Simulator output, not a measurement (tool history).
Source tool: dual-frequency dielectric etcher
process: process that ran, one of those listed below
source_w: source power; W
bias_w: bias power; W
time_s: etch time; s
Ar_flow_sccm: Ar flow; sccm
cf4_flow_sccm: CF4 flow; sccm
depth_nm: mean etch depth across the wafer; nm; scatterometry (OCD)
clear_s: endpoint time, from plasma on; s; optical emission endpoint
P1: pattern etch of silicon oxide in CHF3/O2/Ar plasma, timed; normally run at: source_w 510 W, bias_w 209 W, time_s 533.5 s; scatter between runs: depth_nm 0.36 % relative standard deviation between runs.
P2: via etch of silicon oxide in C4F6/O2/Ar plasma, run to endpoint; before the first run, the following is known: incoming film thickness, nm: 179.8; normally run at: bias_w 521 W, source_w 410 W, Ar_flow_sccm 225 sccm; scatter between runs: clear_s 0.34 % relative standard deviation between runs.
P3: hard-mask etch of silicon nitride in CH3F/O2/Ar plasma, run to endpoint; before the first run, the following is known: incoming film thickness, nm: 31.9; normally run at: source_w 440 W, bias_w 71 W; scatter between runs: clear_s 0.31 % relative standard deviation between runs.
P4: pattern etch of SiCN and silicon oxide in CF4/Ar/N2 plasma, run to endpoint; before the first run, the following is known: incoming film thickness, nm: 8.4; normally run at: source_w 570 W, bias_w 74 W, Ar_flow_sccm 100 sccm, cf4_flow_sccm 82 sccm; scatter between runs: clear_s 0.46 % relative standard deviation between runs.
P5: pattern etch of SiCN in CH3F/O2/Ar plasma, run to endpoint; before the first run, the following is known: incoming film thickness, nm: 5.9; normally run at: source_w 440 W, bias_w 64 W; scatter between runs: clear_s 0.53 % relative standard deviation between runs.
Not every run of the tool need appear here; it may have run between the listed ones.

| run | hour | process | source_w | bias_w | time_s | Ar_flow_sccm | cf4_flow_sccm | depth_nm | clear_s |
|---|---|---|---|---|---|---|---|---|---|
| 1 | 9.9 | P1 | 510 | 209 | 533.5 |  |  | 1073.90 |  |
| 2 | 22.0 | P1 | 510 | 209 | 533.5 |  |  | 1073.30 |  |
| 3 | 33.9 | P2 | 410 | 521 |  | 225 |  |  | 36.3410 |
| 4 | 45.0 | P2 | 410 | 521 |  | 136 |  |  | 34.6230 |
| 5 | 57.1 | P3 | 440 | 71 |  |  |  |  | 43.8040 |
|  | 69.1 | source power generator calibrated |
| 6 | 73.3 | P2 | 410 | 521 |  | 225 |  |  | 36.6800 |
| 7 | 86.1 | P5 | 440 | 52 |  |  |  |  | 17.4020 |
| 8 | 99.2 | P1 | 370 | 282 | 533.5 |  |  | 1057.20 |  |
| 9 | 108.4 | P1 | 510 | 209 | 533.5 |  |  | 1081.50 |  |
| 10 | 119.5 | P1 | 510 | 209 | 672.5 |  |  | 1356.90 |  |
| 11 | 135.0 | P1 | 510 | 209 | 533.5 |  |  | 1077.70 |  |
| 12 | 143.7 | P2 | 510 | 521 |  | 225 |  |  | 33.5570 |
| 13 | 160.0 | P4 | 570 | 74 |  | 100 | 82 |  | 7.6718 |
| 14 | 169.9 | P5 | 440 | 64 |  |  |  |  | 16.1130 |
| 15 | 185.7 | P4 | 570 | 104 |  | 100 | 82 |  | 6.9265 |
| 16 | 194.3 | P1 | 700 | 209 | 533.5 |  |  | 1216.80 |  |
| 17 | 203.6 | P1 | 510 | 209 | 533.5 |  |  | 1076.00 |  |
| 18 | 213.5 | P1 | 510 | 133 | 533.5 |  |  | 934.21 |  |
| 19 | 229.8 | P1 | 510 | 209 | 533.5 |  |  | 1079.10 |  |
| 20 | 245.5 | P1 | 510 | 209 | 533.5 |  |  | 1082.00 |  |
| 21 | 261.8 | P4 | 570 | 74 |  | 82 | 82 |  | 7.4559 |
| 22 | 270.9 | P5 | 520 | 64 |  |  |  |  | 15.1040 |
| 23 | 286.0 | P4 | 720 | 74 |  | 100 | 82 |  | 6.2601 |
| 24 | 300.2 | P1 | 360 | 209 | 533.5 |  |  | 948.12 |  |
| 25 | 313.4 | P2 | 410 | 390 |  | 225 |  |  | 40.6830 |
| 26 | 325.2 | P5 | 440 | 64 |  |  |  |  | 16.1440 |
| 27 | 336.7 | P1 | 510 | 286 | 533.5 |  |  | 1204.50 |  |
| 28 | 345.2 | P4 | 570 | 74 |  | 100 | 65 |  | 8.0086 |
| 29 | 356.1 | P3 | 580 | 71 |  |  |  |  | 39.2260 |
| 30 | 369.0 | P1 | 510 | 209 | 310.0 |  |  | 628.37 |  |
| 31 | 383.4 | P3 | 440 | 98 |  |  |  |  | 38.9910 |
| 32 | 400.6 | P1 | 510 | 209 | 533.5 |  |  | 1072.40 |  |
| 33 | 408.8 | P1 | 510 | 209 | 533.5 |  |  | 1068.70 |  |
| 34 | 419.8 | P1 | 510 | 209 | 533.5 |  |  | 1061.80 |  |
|  | 434.3 | wet clean of the chamber |
| 35 | 434.3 | P1 | 510 | 209 | 533.5 |  |  | 1062.80 |  |
| 36 | 447.0 | P1 | 510 | 209 | 533.5 |  |  | 1064.50 |  |
| 37 | 461.8 | P1 | 510 | 209 | 533.5 |  |  | 1058.50 |  |
| 38 | 476.4 | P1 | 510 | 209 | 533.5 |  |  | 1058.40 |  |

P1 no longer gives what it gave before; its output has crept away from where it was. The following 2 causes, each at its listed size, fit the log equally well:
A: source power that arrives under what is set, % = 4.6
B: bias power that arrives under what is set, % = 4.98
The process output started creeping at around hour 400.6.
Other possible causes, and why each is ruled out:
chamber walls in a state that lowers the etch rate, %: was serviced at hour 434.3, once the creep was under way, yet the earlier output never came back

You are offered 4 check runs, listed below with question marks in place of their results; each one averages 2 wafers. Which run separates the listed causes by giving clearly different results for each?
| check 1 | 491.0 | P5 | 440 | 64 |  |  |  |  | ? |
| check 2 | 491.0 | P3 | 440 | 71 |  |  |  |  | ? |
| check 3 | 491.0 | P4 | 570 | 74 |  | 100 | 82 |  | ? |
| check 4 | 491.0 | P2 | 410 | 521 |  | 225 |  |  | ? |

How each check would come out, cause by cause:
| check | result | if A | if B |
|---|---|---|---|
| check 1 | clear_s | 16.4350 | 16.4270 |
| check 2 | clear_s | 44.3970 | 44.3660 |
| check 3 | clear_s | 8.0408 | 7.8407 |
| check 4 | clear_s | 37.2190 | 37.2850 |
Separation of the two closest causes in each check, using whichever result separates them best: check 1 0.05 %; check 2 0.07 %; check 3 2.52 %; check 4 0.18 %
Check 3 distinguishes between the causes, while the remaining checks would return nearly the same result for all of them.

Check 3 was carried out, with these results: clear_s 7.8141 s. Which of the listed causes is responsible?

It is B: bias power that arrives under what is set, %.
